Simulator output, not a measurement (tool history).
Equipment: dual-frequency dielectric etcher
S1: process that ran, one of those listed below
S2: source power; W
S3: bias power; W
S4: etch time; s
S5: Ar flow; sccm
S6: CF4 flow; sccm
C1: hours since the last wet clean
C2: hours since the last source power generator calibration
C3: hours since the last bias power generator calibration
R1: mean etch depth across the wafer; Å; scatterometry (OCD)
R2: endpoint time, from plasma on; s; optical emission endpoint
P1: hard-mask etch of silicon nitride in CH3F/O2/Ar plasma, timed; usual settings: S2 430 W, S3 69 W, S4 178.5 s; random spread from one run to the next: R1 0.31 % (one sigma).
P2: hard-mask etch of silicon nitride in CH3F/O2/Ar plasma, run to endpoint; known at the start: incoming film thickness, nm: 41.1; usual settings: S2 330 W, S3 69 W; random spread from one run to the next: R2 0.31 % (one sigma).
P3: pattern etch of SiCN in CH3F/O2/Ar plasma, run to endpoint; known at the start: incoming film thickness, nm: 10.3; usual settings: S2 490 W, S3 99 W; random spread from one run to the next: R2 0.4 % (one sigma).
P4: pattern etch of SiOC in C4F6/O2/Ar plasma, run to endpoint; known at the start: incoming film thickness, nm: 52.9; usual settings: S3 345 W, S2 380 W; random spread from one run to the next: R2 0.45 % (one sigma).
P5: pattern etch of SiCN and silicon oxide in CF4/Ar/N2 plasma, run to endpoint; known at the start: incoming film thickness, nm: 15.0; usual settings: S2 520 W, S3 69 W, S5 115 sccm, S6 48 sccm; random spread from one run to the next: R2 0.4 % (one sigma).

run 1 hour=5 | S1=P1 S2=430 S3=69 S4=178.5 | C1=303.1 C2=827.5 C3=2499.5 | R1=1277.3
run 2 hour=9.8 | S1=P1 S2=290 S3=69 S4=178.5 | C1=307.9 C2=832.3 C3=2504.3 | R1=1098.2
run 3 hour=15.4 | S1=P3 S2=490 S3=128 | C1=313.5 C2=837.9 C3=2509.9 | R2=20.784
run 4 hour=21.1 | S1=P5 S2=520 S3=69 S5=85 S6=48 | C1=319.2 C2=843.6 C3=2515.6 | R2=15.538
run 5 hour=24.8 | S1=P2 S2=330 S3=69 | C1=322.9 C2=847.3 C3=2519.3 | R2=65.385
run 6 hour=29 | S1=P1 S2=430 S3=69 S4=178.5 | C1=327.1 C2=851.5 C3=2523.5 | R1=1281.8
run 7 hour=35 | S1=P1 S2=540 S3=69 S4=178.5 | C1=333.1 C2=857.5 C3=2529.5 | R1=1394.9
run 8 hour=37.8 | S1=P5 S2=520 S3=69 S5=115 S6=48 | C1=335.9 C2=860.3 C3=2532.3 | R2=16.458
run 9 hour=41.9 | S1=P1 S2=430 S3=69 S4=228 | C1=340 C2=864.4 C3=2536.4 | R1=1628.7
run 10 hour=46.8 | S1=P2 S2=330 S3=83 | C1=344.9 C2=869.3 C3=2541.3 | R2=61.304
run 11 hour=49.8 | S1=P2 S2=410 S3=69 | C1=347.9 C2=872.3 C3=2544.3 | R2=59.903
run 12 hour=53.5 | S1=P3 S2=490 S3=99 | C1=351.6 C2=876 C3=2548 | R2=22.952
run 13 hour=59.9 | S1=P1 S2=430 S3=69 S4=178.5 | C1=358 C2=882.4 C3=2554.4 | R1=1277.1
run 14 hour=63.6 | S1=P1 S2=430 S3=69 S4=178.5 | C1=361.7 C2=886.1 C3=2558.1 | R1=1281.2
run 15 hour=66.8 | S1=P4 S2=380 S3=345 | C1=364.9 C2=889.3 C3=2561.3 | R2=20.506
run 16 hour=71.1 | S1=P5 S2=520 S3=44 S5=115 S6=48 | C1=369.2 C2=893.6 C3=2565.6 | R2=19.081
run 17 hour=75.3 | S1=P4 S2=380 S3=448 | C1=373.4 C2=897.8 C3=2569.8 | R2=18.56
run 18 hour=80.4 | S1=P1 S2=430 S3=69 S4=117 | C1=378.5 C2=902.9 C3=2574.9 | R1=839.51
run 19 hour=83.8 | S1=P2 S2=330 S3=69 | C1=381.9 C2=906.3 C3=2578.3 | R2=65.226
run 20 hour=88.4 | S1=P3 S2=640 S3=99 | C1=386.5 C2=910.9 C3=2582.9 | R2=20.794
run 21 hour=94.1 | S1=P3 S2=490 S3=99 | C1=392.2 C2=916.6 C3=2588.6 | R2=22.95
-- hour=98.5 wet clean of the chamber
run 22 hour=100.1 | S1=P1 S2=430 S3=56 S4=178.5 | C1=1.6 C2=922.6 C3=2594.6 | R1=1190.1
run 23 hour=106 | S1=P5 S2=520 S3=69 S5=115 S6=61 | C1=7.5 C2=928.5 C3=2600.5 | R2=15.7
run 24 hour=109.9 | S1=P5 S2=420 S3=69 S5=115 S6=48 | C1=11.4 C2=932.4 C3=2604.4 | R2=19.779
run 25 hour=115.8 | S1=P1 S2=550 S3=69 S4=262.5 | C1=17.3 C2=938.3 C3=2610.3 | R1=2077.2
run 26 hour=119.7 | S1=P1 S2=430 S3=93 S4=178.5 | C1=21.2 C2=942.2 C3=2614.2 | R1=1419.8
run 27 hour=124.1 | S1=P4 S2=530 S3=345 | C1=25.6 C2=946.6 C3=2618.6 | R2=17.971
run 28 hour=129 | S1=P1 S2=430 S3=69 S4=178.5 | C1=30.5 C2=951.5 C3=2623.5 | R1=1275.9
run 29 hour=132 | S1=P1 S2=430 S3=69 S4=178.5 | C1=33.5 C2=954.5 C3=2626.5 | R1=1283.5
run 30 hour=137.2 | S1=P1 S2=430 S3=69 S4=178.5 | C1=38.7 C2=959.7 C3=2631.7 | R1=1259.7
run 31 hour=143 | S1=P1 S2=430 S3=69 S4=178.5 | C1=44.5 C2=965.5 C3=2637.5 | R1=1264.2
run 32 hour=146.4 | S1=P1 S2=430 S3=69 S4=178.5 | C1=47.9 C2=968.9 C3=2640.9 | R1=1260.7
run 33 hour=150.9 | S1=P1 S2=430 S3=69 S4=178.5 | C1=52.4 C2=973.4 C3=2645.4 | R1=1255.6
-- hour=153.3 wet clean of the chamber
run 34 hour=156.2 | S1=P1 S2=430 S3=69 S4=178.5 | C1=3 C2=978.7 C3=2650.7 | R1=1263.3
run 35 hour=162.4 | S1=P1 S2=430 S3=69 S4=178.5 | C1=9.2 C2=984.9 C3=2656.9 | R1=1258
run 36 hour=167.1 | S1=P1 S2=430 S3=69 S4=178.5 | C1=13.9 C2=989.6 C3=2661.6 | R1=1253.2

Compared with where it was, what P1 gives has crept away. Each cause listed below fits the log as well as the rest, at the size given for it:
A: bias power that arrives under what is set, % = 4.47
B: source power that arrives under what is set, % = 3.96
Creep in the process output first set in at about hour 129.
The rest of the possible causes, and what rules out each one:
chamber walls in a state that lowers the etch rate, %: was serviced at hour 153.3, once the creep was under way, yet the earlier output never came back

Below are 4 check runs, each averaged over 2 wafers, with their results shown as question marks. Which of them would give clearly different results depending on which cause is behind the drift?
run check 1 hour=171.8 | S1=P2 S2=330 S3=80 | R2=?
run check 2 hour=171.8 | S1=P4 S2=510 S3=448 | R2=?
run check 3 hour=171.8 | S1=P5 S2=520 S3=46 S5=115 S6=48 | R2=?
run check 4 hour=171.8 | S1=P3 S2=620 S3=114 | R2=?

Predicted outcomes, by check and by cause:
check=check_1 result=R2 if_A=62.821 if_B=62.756
check=check_2 result=R2 if_A=16.968 if_B=16.943
check=check_3 result=R2 if_A=19.102 if_B=19.503
check=check_4 result=R2 if_A=20.269 if_B=20.225
Gap, in per cent, between the two causes that each check separates least, read from the result that separates them most: check 1 0.1 %; check 2 0.15 %; check 3 2.08 %; check 4 0.22 %
Check 3 tells the causes apart: in the others they would give nearly the same result.

With check 3 done, the readings were: R2 19.118 s. Identify which of the listed causes applies.

The correct cause is A, namely: bias power that arrives under what is set, %.
